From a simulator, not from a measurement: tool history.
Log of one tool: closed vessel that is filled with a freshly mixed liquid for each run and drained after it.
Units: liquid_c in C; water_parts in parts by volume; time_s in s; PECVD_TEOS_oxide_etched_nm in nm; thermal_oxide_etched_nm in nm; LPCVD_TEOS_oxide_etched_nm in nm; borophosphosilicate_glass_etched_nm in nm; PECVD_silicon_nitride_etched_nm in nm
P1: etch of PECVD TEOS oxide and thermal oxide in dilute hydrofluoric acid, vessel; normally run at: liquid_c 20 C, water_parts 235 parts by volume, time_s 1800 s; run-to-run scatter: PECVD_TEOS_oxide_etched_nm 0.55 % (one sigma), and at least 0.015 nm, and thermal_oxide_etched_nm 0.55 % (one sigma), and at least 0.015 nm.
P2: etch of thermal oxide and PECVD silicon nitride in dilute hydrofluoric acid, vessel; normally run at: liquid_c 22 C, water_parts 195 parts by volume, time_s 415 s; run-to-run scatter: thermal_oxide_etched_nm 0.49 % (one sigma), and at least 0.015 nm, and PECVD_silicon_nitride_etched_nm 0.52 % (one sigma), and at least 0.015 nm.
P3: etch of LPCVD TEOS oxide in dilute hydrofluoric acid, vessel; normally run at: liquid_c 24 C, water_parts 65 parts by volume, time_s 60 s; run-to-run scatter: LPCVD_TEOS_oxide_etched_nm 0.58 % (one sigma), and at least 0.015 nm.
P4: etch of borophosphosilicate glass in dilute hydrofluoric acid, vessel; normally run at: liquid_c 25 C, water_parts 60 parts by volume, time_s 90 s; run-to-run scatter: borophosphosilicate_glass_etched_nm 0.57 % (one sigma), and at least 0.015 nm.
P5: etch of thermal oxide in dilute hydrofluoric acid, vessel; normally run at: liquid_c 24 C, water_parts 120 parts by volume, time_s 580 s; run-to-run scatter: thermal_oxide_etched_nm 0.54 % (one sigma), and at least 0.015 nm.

| run | hour | process | liquid_c | water_parts | time_s | hours since the thermometer was replaced | hours since the hydrofluoric acid flow meter was replaced | PECVD_TEOS_oxide_etched_nm | thermal_oxide_etched_nm | LPCVD_TEOS_oxide_etched_nm | borophosphosilicate_glass_etched_nm | PECVD_silicon_nitride_etched_nm |
|---|---|---|---|---|---|---|---|---|---|---|---|---|
| 1 | 4 | P1 | 20 | 235 | 1800 | 393.6 | 1680.7 | 49.566 | 28.315 |  |  |  |
| 2 | 7.2 | P1 | 20 | 235 | 1800 | 396.8 | 1683.9 | 49.11 | 28.712 |  |  |  |
| 3 | 9.3 | P3 | 24 | 65 | 60 | 398.9 | 1686 |  |  | 54.033 |  |  |
| 4 | 14.1 | P1 | 20 | 235 | 3370 | 403.7 | 1690.8 | 92.567 | 53.548 |  |  |  |
| 5 | 19 | P4 | 25 | 35 | 90 | 408.6 | 1695.7 |  |  |  | 86.178 |  |
| 6 | 21.3 | P4 | 18.5 | 60 | 90 | 410.9 | 1698 |  |  |  | 37.617 |  |
| 7 | 25.9 | P1 | 20 | 235 | 1800 | 415.5 | 1702.6 | 49.412 | 28.263 |  |  |  |
| 8 | 28.1 | P5 | 18.5 | 120 | 580 | 417.7 | 1704.8 |  | 17.63 |  |  |  |
| 9 | 30.5 | P1 | 20 | 235 | 520 | 420.1 | 1707.2 | 14.263 | 8.2383 |  |  |  |
| 10 | 35.4 | P4 | 25 | 60 | 90 | 425 | 1712.1 |  |  |  | 49.032 |  |
| 11 | 37.7 | P4 | 25 | 60 | 145 | 427.3 | 1714.4 |  |  |  | 79.386 |  |
| 12 | 39.9 | P2 | 22 | 315 | 415 | 429.5 | 1716.6 |  | 4.4762 |  |  | 2.8925 |
| 13 | 42.9 | P2 | 22 | 195 | 415 | 432.5 | 1719.6 |  | 8.0105 |  |  | 4.6074 |
| 14 | 46.8 | P1 | 20 | 115 | 1800 | 436.4 | 1723.5 | 114.5 | 65.362 |  |  |  |
| 15 | 51 | P1 | 20 | 235 | 1800 | 440.6 | 1727.7 | 49.04 | 28.516 |  |  |  |
| 16 | 53.7 | P1 | 27 | 235 | 1800 | 443.3 | 1730.4 | 63.332 | 36.773 |  |  |  |
| 17 | 56.6 | P3 | 24 | 95 | 60 | 446.2 | 1733.3 |  |  | 35.569 |  |  |
| 18 | 60.1 | P1 | 27.5 | 50 | 1800 | 449.7 | 1736.8 | 385.76 | 220.14 |  |  |  |
| 19 | 63.2 | P1 | 17 | 235 | 1800 | 452.8 | 1739.9 | 43.806 | 25.432 |  |  |  |
| 20 | 67.8 | P3 | 24 | 65 | 60 | 457.4 | 1744.5 |  |  | 53.881 |  |  |
| 21 | 70.7 | P3 | 24 | 65 | 30 | 460.3 | 1747.4 |  |  | 27.133 |  |  |
| 22 | 73.8 | P2 | 22 | 195 | 415 | 463.4 | 1750.5 |  | 8.1142 |  |  | 4.6585 |
| 23 | 78.8 | P5 | 24 | 120 | 580 | 468.4 | 1755.5 |  | 22.042 |  |  |  |
| 24 | 81 | P2 | 22 | 195 | 745 | 470.6 | 1757.7 |  | 14.53 |  |  | 8.2732 |
| 25 | 85.6 | P2 | 29 | 195 | 415 | 475.2 | 1762.3 |  | 10.446 |  |  | 7.1349 |
| 26 | 88.6 | P3 | 28.5 | 65 | 60 | 478.2 | 1765.3 |  |  | 64.421 |  |  |
| 27 | 93.4 | P5 | 24 | 195 | 580 | 483 | 1770.1 |  | 12.633 |  |  |  |
| 28 | 96.8 | P5 | 24 | 120 | 580 | 486.4 | 1773.5 |  | 22.084 |  |  |  |
| 29 | 100.7 | P1 | 20 | 415 | 1800 | 490.3 | 1777.4 | 23.685 | 13.776 |  |  |  |
| 30 | 104 | P5 | 24 | 120 | 30 | 493.6 | 1780.7 |  | 1.1319 |  |  |  |
| 31 | 108.6 | P1 | 20 | 235 | 1800 | 498.2 | 1785.3 | 49.738 | 28.565 |  |  |  |
| 32 | 112.9 | P1 | 20 | 235 | 1800 | 502.5 | 1789.6 | 48.125 | 28 |  |  |  |
| 33 | 116.5 | P1 | 20 | 235 | 1800 | 506.1 | 1793.2 | 47.717 | 27.347 |  |  |  |
| 34 | 119.7 | P1 | 20 | 235 | 1800 | 509.3 | 1796.4 | 47.453 | 27.126 |  |  |  |
| 35 | 123.1 | P1 | 20 | 235 | 1800 | 512.7 | 1799.8 | 47.489 | 27.372 |  |  |  |
| 36 | 126.8 | P1 | 20 | 235 | 1800 | 516.4 | 1803.5 | 46.92 | 27.103 |  |  |  |
| 37 | 129.2 | P1 | 20 | 235 | 1800 | 518.8 | 1805.9 | 46.557 | 27.023 |  |  |  |
| 38 | 133.4 | P1 | 20 | 235 | 1800 | 523 | 1810.1 | 46.912 | 26.959 |  |  |  |
| 39 | 136.9 | P1 | 20 | 235 | 1800 | 526.5 | 1813.6 | 46.845 | 26.867 |  |  |  |
| 40 | 139 | P1 | 20 | 235 | 1800 | 528.6 | 1815.7 | 46.837 | 27.216 |  |  |  |
| 41 | 141.7 | P1 | 20 | 235 | 1800 | 531.3 | 1818.4 | 46.79 | 26.677 |  |  |  |

What P1 gives has crept away from where it was. These 2 causes fit the log equally well, each at the size given:
A: hydrofluoric acid flow below the setpoint (%) = 4.31
B: liquid colder than its thermometer reads (K) = 1.42
The creep began at about hour 108.6.

4 check runs are offered, one wafer each, their results left as question marks. Which one tells the causes apart?
| check 1 | 144.4 | P4 | 25 | 60 | 90 |  |  |  |  |  | ? |  |
| check 2 | 144.4 | P3 | 24 | 65 | 60 |  |  |  |  | ? |  |  |
| check 3 | 144.4 | P2 | 22 | 195 | 415 |  |  |  | ? |  |  | ? |
| check 4 | 144.4 | P5 | 24 | 120 | 580 |  |  |  | ? |  |  |  |

What each check would give under each cause:
| check | result | if A | if B |
|---|---|---|---|
| check 1 | borophosphosilicate_glass_etched_nm | 46.713 | 46.238 |
| check 2 | LPCVD_TEOS_oxide_etched_nm | 51.634 | 51.109 |
| check 3 | thermal_oxide_etched_nm | 7.6789 | 7.6699 |
| check 3 | PECVD_silicon_nitride_etched_nm | 4.421 | 4.2093 |
| check 4 | thermal_oxide_etched_nm | 20.987 | 20.874 |
How far apart the two closest causes lie, in the result that separates them most: check 1 1.02 %; check 2 1.02 %; check 3 4.91 %; check 4 0.54 %
Only check 3 tells the causes apart: in the others they would give nearly the same result.

Then check 3 was run and gave: thermal_oxide_etched_nm 7.6453 nm; PECVD_silicon_nitride_etched_nm 4.2084 nm. Which cause is it?

It is B: liquid colder than its thermometer reads (K).
